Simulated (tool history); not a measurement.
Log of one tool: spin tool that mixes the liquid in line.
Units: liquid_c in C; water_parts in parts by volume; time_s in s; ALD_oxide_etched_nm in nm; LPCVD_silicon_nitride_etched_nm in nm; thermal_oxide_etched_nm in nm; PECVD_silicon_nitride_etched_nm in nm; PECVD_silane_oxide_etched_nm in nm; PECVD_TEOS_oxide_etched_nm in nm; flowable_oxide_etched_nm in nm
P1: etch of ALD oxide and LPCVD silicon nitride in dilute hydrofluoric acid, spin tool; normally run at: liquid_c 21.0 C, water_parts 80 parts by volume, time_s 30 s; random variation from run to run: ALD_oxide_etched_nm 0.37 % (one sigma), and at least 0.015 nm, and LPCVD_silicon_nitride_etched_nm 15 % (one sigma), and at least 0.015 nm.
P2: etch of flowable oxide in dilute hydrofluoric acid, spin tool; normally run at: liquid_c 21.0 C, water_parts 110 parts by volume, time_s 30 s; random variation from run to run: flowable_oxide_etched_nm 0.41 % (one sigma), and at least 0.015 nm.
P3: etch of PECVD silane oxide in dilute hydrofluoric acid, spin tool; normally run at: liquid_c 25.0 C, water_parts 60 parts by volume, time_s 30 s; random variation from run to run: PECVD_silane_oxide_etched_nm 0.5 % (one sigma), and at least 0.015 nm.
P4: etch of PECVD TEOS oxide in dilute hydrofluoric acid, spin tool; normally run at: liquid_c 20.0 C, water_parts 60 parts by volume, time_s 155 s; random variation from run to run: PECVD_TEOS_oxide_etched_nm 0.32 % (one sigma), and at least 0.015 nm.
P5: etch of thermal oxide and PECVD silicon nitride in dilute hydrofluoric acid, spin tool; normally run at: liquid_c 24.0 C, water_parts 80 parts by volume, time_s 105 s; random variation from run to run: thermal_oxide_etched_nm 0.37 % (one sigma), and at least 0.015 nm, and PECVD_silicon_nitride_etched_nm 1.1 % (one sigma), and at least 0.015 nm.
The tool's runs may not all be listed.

run   hour  process  liquid_c  water_parts  time_s  hours since the thermometer was replaced  hours since the hydrofluoric acid flow meter was replaced  ALD_oxide_etched_nm  LPCVD_silicon_nitride_etched_nm  thermal_oxide_etched_nm  PECVD_silicon_nitride_etched_nm  PECVD_silane_oxide_etched_nm  PECVD_TEOS_oxide_etched_nm  flowable_oxide_etched_nm
  1    7.7       P1      21.0           80      30                                     747.0                                                     1188.2               5.6133                         0.151180
  2   15.3       P1      21.0           80      30                                     754.6                                                     1195.8               5.6131                         0.164550
  3   21.6       P5      17.0           80     105                                     760.9                                                     1202.1                                                                         4.9944                           1.3810
  4   25.8       P3      25.0           60      30                                     765.1                                                     1206.3                                                                                                                                        13.210
  5   33.8       P1      21.0           80      15                                     773.1                                                     1214.3               2.8053                         0.076283
  6   40.2       P4      20.0          110     155                                     779.5                                                     1220.7                                                                                                                                                                    21.003
  7   47.5       P1      26.5           80      50                                     786.8                                                     1228.0              11.6550                         0.334020
  8   51.9       P4      27.5           60     155                                     791.2                                                     1232.4                                                                                                                                                                    55.476
  9   55.9       P5      24.0          145     105                                     795.2                                                     1236.4                                                                         3.4154                           1.2151
 10   62.0       P1      21.0           80      30                                     801.3                                                     1242.5               5.6625                         0.145340
 11   68.7       P3      25.0           60      30                                     808.0                                                     1249.2                                                                                                                                        13.293
 12   73.3       P4      20.0           60     295                                     812.6                                                     1253.8                                                                                                                                                                    77.201
 13   80.9       P1      21.0           80      30                                     820.2                                                     1261.4               5.5678                         0.159970
 14   85.8       P4      20.0           60     155                                     825.1                                                     1266.3                                                                                                                                                                    40.734
 15   92.8       P5      24.0           80      20                                     832.1                                                     1273.3                                                                         1.3002                           0.4246
 16   98.1       P2      21.0          110      45                                     837.4                                                     1278.6                                                                                                                                                                                             13.7550
 17  105.6       P3      25.0           30      30                                     844.9                                                     1286.1                                                                                                                                        27.862
 18  112.0       P1      24.5           80      30                                     851.3                                                     1292.5               6.4717                         0.230660
 19  119.9       P1      17.0           80      30                                     859.2                                                     1300.4               4.7549                         0.148970
 20  126.8       P1      21.0           35      30                                     866.1                                                     1307.3              13.6290                         0.400190
 21  133.8       P2      21.0          110      30                                     873.1                                                     1314.3                                                                                                                                                                                              9.0201

The next listed run, before its measurement:
 22  139.6       P2      21.0          110      30                                     878.9                                                     1320.1                                                                                                                                                                                                   ?

flowable_oxide_etched_nm: 9.1120 nm
